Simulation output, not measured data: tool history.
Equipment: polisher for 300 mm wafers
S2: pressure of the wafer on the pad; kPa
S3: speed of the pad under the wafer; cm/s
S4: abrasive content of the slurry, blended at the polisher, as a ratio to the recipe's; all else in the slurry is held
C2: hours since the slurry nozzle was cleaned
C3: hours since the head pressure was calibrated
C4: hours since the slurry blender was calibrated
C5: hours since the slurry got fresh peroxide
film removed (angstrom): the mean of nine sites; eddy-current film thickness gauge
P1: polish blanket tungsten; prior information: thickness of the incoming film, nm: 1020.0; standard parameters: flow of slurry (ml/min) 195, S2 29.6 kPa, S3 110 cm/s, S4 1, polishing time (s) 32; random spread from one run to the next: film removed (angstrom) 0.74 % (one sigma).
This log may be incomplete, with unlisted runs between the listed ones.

{"run": 1, "hour": 14.2, "flow of slurry (ml/min)": 195, "S2": 29.6, "S3": 110, "S4": 1, "polishing time (s)": 32, "wafers polished on this pad": 975, "C2": 357, "C3": 708.7, "C4": 129.8, "C5": 51.2, "film removed (angstrom)": 1740.9}
{"run": 2, "hour": 20.8, "flow of slurry (ml/min)": 125, "S2": 29.6, "S3": 80, "S4": 1, "polishing time (s)": 32, "wafers polished on this pad": 1048, "C2": 363.6, "C3": 715.3, "C4": 136.4, "C5": 57.8, "film removed (angstrom)": 1171.5}
{"run": 3, "hour": 31.9, "flow of slurry (ml/min)": 195, "S2": 29.6, "S3": 110, "S4": 1, "polishing time (s)": 32, "wafers polished on this pad": 1170, "C2": 374.7, "C3": 726.4, "C4": 147.5, "C5": 68.9, "film removed (angstrom)": 1740.3}
{"run": 4, "hour": 43.8, "flow of slurry (ml/min)": 115, "S2": 29.6, "S3": 110, "S4": 1, "polishing time (s)": 32, "wafers polished on this pad": 1301, "C2": 386.6, "C3": 738.3, "C4": 159.4, "C5": 80.8, "film removed (angstrom)": 1557.2}
{"run": 5, "hour": 52.5, "flow of slurry (ml/min)": 195, "S2": 29.6, "S3": 56, "S4": 1, "polishing time (s)": 32, "wafers polished on this pad": 1397, "C2": 395.3, "C3": 747, "C4": 168.1, "C5": 89.5, "film removed (angstrom)": 884.71}
{"run": 6, "hour": 63.8, "flow of slurry (ml/min)": 195, "S2": 13.1, "S3": 110, "S4": 1, "polishing time (s)": 32, "wafers polished on this pad": 1522, "C2": 406.6, "C3": 758.3, "C4": 179.4, "C5": 100.8, "film removed (angstrom)": 779.31}
{"hour": 71.8, "done": "worn pad replaced by a new one"}
{"run": 7, "hour": 77.7, "flow of slurry (ml/min)": 195, "S2": 29.6, "S3": 110, "S4": 1, "polishing time (s)": 32, "wafers polished on this pad": 65, "C2": 420.5, "C3": 772.2, "C4": 193.3, "C5": 114.7, "film removed (angstrom)": 1736.2}
{"run": 8, "hour": 86.7, "flow of slurry (ml/min)": 195, "S2": 29.6, "S3": 110, "S4": 1, "polishing time (s)": 50, "wafers polished on this pad": 165, "C2": 429.5, "C3": 781.2, "C4": 202.3, "C5": 123.7, "film removed (angstrom)": 2722.2}
{"run": 9, "hour": 95.0, "flow of slurry (ml/min)": 195, "S2": 29.6, "S3": 110, "S4": 1, "polishing time (s)": 32, "wafers polished on this pad": 256, "C2": 437.8, "C3": 789.5, "C4": 210.6, "C5": 132, "film removed (angstrom)": 1767}
{"run": 10, "hour": 104.1, "flow of slurry (ml/min)": 195, "S2": 29.6, "S3": 146, "S4": 1, "polishing time (s)": 32, "wafers polished on this pad": 357, "C2": 446.9, "C3": 798.6, "C4": 219.7, "C5": 141.1, "film removed (angstrom)": 2331.6}
{"run": 11, "hour": 118.1, "flow of slurry (ml/min)": 195, "S2": 46.2, "S3": 110, "S4": 1, "polishing time (s)": 32, "wafers polished on this pad": 511, "C2": 460.9, "C3": 812.6, "C4": 233.7, "C5": 155.1, "film removed (angstrom)": 2728.7}
{"run": 12, "hour": 126.2, "flow of slurry (ml/min)": 195, "S2": 29.6, "S3": 110, "S4": 1.4, "polishing time (s)": 32, "wafers polished on this pad": 600, "C2": 469, "C3": 820.7, "C4": 241.8, "C5": 163.2, "film removed (angstrom)": 1901.7}
{"run": 13, "hour": 139.6, "flow of slurry (ml/min)": 195, "S2": 29.6, "S3": 110, "S4": 1, "polishing time (s)": 32, "wafers polished on this pad": 748, "C2": 482.4, "C3": 834.1, "C4": 255.2, "C5": 176.6, "film removed (angstrom)": 1778.3}
{"run": 14, "hour": 150.3, "flow of slurry (ml/min)": 195, "S2": 29.6, "S3": 110, "S4": 1, "polishing time (s)": 32, "wafers polished on this pad": 866, "C2": 493.1, "C3": 844.8, "C4": 265.9, "C5": 187.3, "film removed (angstrom)": 1756.3}
{"run": 15, "hour": 159.4, "flow of slurry (ml/min)": 300, "S2": 29.6, "S3": 110, "S4": 1, "polishing time (s)": 32, "wafers polished on this pad": 967, "C2": 502.2, "C3": 853.9, "C4": 275, "C5": 196.4, "film removed (angstrom)": 1821}
{"run": 16, "hour": 170.3, "flow of slurry (ml/min)": 195, "S2": 29.6, "S3": 110, "S4": 1, "polishing time (s)": 14, "wafers polished on this pad": 1087, "C2": 513.1, "C3": 864.8, "C4": 285.9, "C5": 207.3, "film removed (angstrom)": 755.61}
{"run": 17, "hour": 177.9, "flow of slurry (ml/min)": 195, "S2": 29.6, "S3": 110, "S4": 1, "polishing time (s)": 32, "wafers polished on this pad": 1171, "C2": 520.7, "C3": 872.4, "C4": 293.5, "C5": 214.9, "film removed (angstrom)": 1746.1}
{"run": 18, "hour": 187.1, "flow of slurry (ml/min)": 195, "S2": 29.6, "S3": 110, "S4": 0.65, "polishing time (s)": 32, "wafers polished on this pad": 1272, "C2": 529.9, "C3": 881.6, "C4": 302.7, "C5": 224.1, "film removed (angstrom)": 1590.8}
{"run": 19, "hour": 197.9, "flow of slurry (ml/min)": 195, "S2": 29.6, "S3": 110, "S4": 1, "polishing time (s)": 32, "wafers polished on this pad": 1391, "C2": 540.7, "C3": 892.4, "C4": 313.5, "C5": 234.9, "film removed (angstrom)": 1756.7}
{"run": 20, "hour": 208.6, "flow of slurry (ml/min)": 195, "S2": 29.6, "S3": 110, "S4": 1, "polishing time (s)": 32, "wafers polished on this pad": 1509, "C2": 551.4, "C3": 903.1, "C4": 324.2, "C5": 245.6, "film removed (angstrom)": 1684.7}
{"run": 21, "hour": 215.5, "flow of slurry (ml/min)": 195, "S2": 29.6, "S3": 110, "S4": 1, "polishing time (s)": 32, "wafers polished on this pad": 1586, "C2": 558.3, "C3": 910, "C4": 331.1, "C5": 252.5, "film removed (angstrom)": 1672.4}
{"run": 22, "hour": 222.3, "flow of slurry (ml/min)": 195, "S2": 29.6, "S3": 110, "S4": 1, "polishing time (s)": 32, "wafers polished on this pad": 1661, "C2": 565.1, "C3": 916.8, "C4": 337.9, "C5": 259.3, "film removed (angstrom)": 1669.4}
{"run": 23, "hour": 229.3, "flow of slurry (ml/min)": 195, "S2": 29.6, "S3": 110, "S4": 1, "polishing time (s)": 32, "wafers polished on this pad": 1738, "C2": 572.1, "C3": 923.8, "C4": 344.9, "C5": 266.3, "film removed (angstrom)": 1631.6}
{"hour": 234.5, "done": "worn pad replaced by a new one"}
{"run": 24, "hour": 237.0, "flow of slurry (ml/min)": 195, "S2": 29.6, "S3": 110, "S4": 1, "polishing time (s)": 32, "wafers polished on this pad": 28, "C2": 579.8, "C3": 931.5, "C4": 352.6, "C5": 274, "film removed (angstrom)": 1638.6}
{"hour": 244.8, "done": "head pressure recalibrated"}
{"run": 25, "hour": 248.0, "flow of slurry (ml/min)": 195, "S2": 29.6, "S3": 110, "S4": 1, "polishing time (s)": 32, "wafers polished on this pad": 149, "C2": 590.8, "C3": 3.3, "C4": 363.6, "C5": 285, "film removed (angstrom)": 1623}
{"hour": 261.2, "done": "slurry tank refilled with fresh slurry and peroxide"}
{"run": 26, "hour": 262.5, "flow of slurry (ml/min)": 195, "S2": 29.6, "S3": 110, "S4": 1, "polishing time (s)": 32, "wafers polished on this pad": 309, "C2": 605.3, "C3": 17.8, "C4": 378.1, "C5": 1.4, "film removed (angstrom)": 1623.8}
{"run": 27, "hour": 271.4, "flow of slurry (ml/min)": 195, "S2": 29.6, "S3": 110, "S4": 1, "polishing time (s)": 32, "wafers polished on this pad": 407, "C2": 614.2, "C3": 26.7, "C4": 387, "C5": 10.3, "film removed (angstrom)": 1638.4}
{"run": 28, "hour": 284.0, "flow of slurry (ml/min)": 195, "S2": 29.6, "S3": 110, "S4": 1, "polishing time (s)": 32, "wafers polished on this pad": 546, "C2": 626.8, "C3": 39.3, "C4": 399.6, "C5": 22.9, "film removed (angstrom)": 1623.5}

The output of P1 has drifted from where it used to be. Each of the 2 causes below, taken at the size shown beside it, accounts for the log equally well:
A: abrasive missing from the slurry, % = 28.3
B: slurry flow missing at the pad, % = 36.7
Onset of the creep was near hour 197.9.
Each remaining cause and why it is not a fit:
removal rate lost through wear of the pad, %: serviced at hour 234.5, which brought nothing back
head's pressure below its setpoint, %: serviced at hour 244.8, which brought nothing back
peroxide lost from the slurry, %: serviced at hour 261.2, which brought nothing back

Consider the 4 check runs below, whose results appear as question marks and each of which averages 5 wafers. Which one distinguishes the causes, in that each cause would give it a clearly different result?
{"run": "check 1", "hour": 296.6, "flow of slurry (ml/min)": 195, "S2": 17.9, "S3": 110, "S4": 1, "polishing time (s)": 32, "film removed (angstrom)": "?"}
{"run": "check 2", "hour": 296.6, "flow of slurry (ml/min)": 195, "S2": 37.9, "S3": 110, "S4": 1, "polishing time (s)": 48, "film removed (angstrom)": "?"}
{"run": "check 3", "hour": 296.6, "flow of slurry (ml/min)": 290, "S2": 29.6, "S3": 58, "S4": 1, "polishing time (s)": 32, "film removed (angstrom)": "?"}
{"run": "check 4", "hour": 296.6, "flow of slurry (ml/min)": 195, "S2": 37.9, "S3": 110, "S4": 1, "polishing time (s)": 16, "film removed (angstrom)": "?"}

How each check would come out, cause by cause:
check=check_1 result=film_removed_(angstrom) if_A=976.24 if_B=976.26
check=check_2 result=film_removed_(angstrom) if_A=3097.7 if_B=3097.7
check=check_3 result=film_removed_(angstrom) if_A=890.44 if_B=912.08
check=check_4 result=film_removed_(angstrom) if_A=1032.6 if_B=1032.6
Per-check spread between the two closest causes, in the result where they differ most: check 1 0 %; check 2 0 %; check 3 2.4 %; check 4 0 %
Check 3 tells the causes apart: in the others they would give nearly the same result.

Check 3 has now been run. It gave: film removed (angstrom) 890.88. Which of the candidate causes is it?

It is A: abrasive missing from the slurry, %.
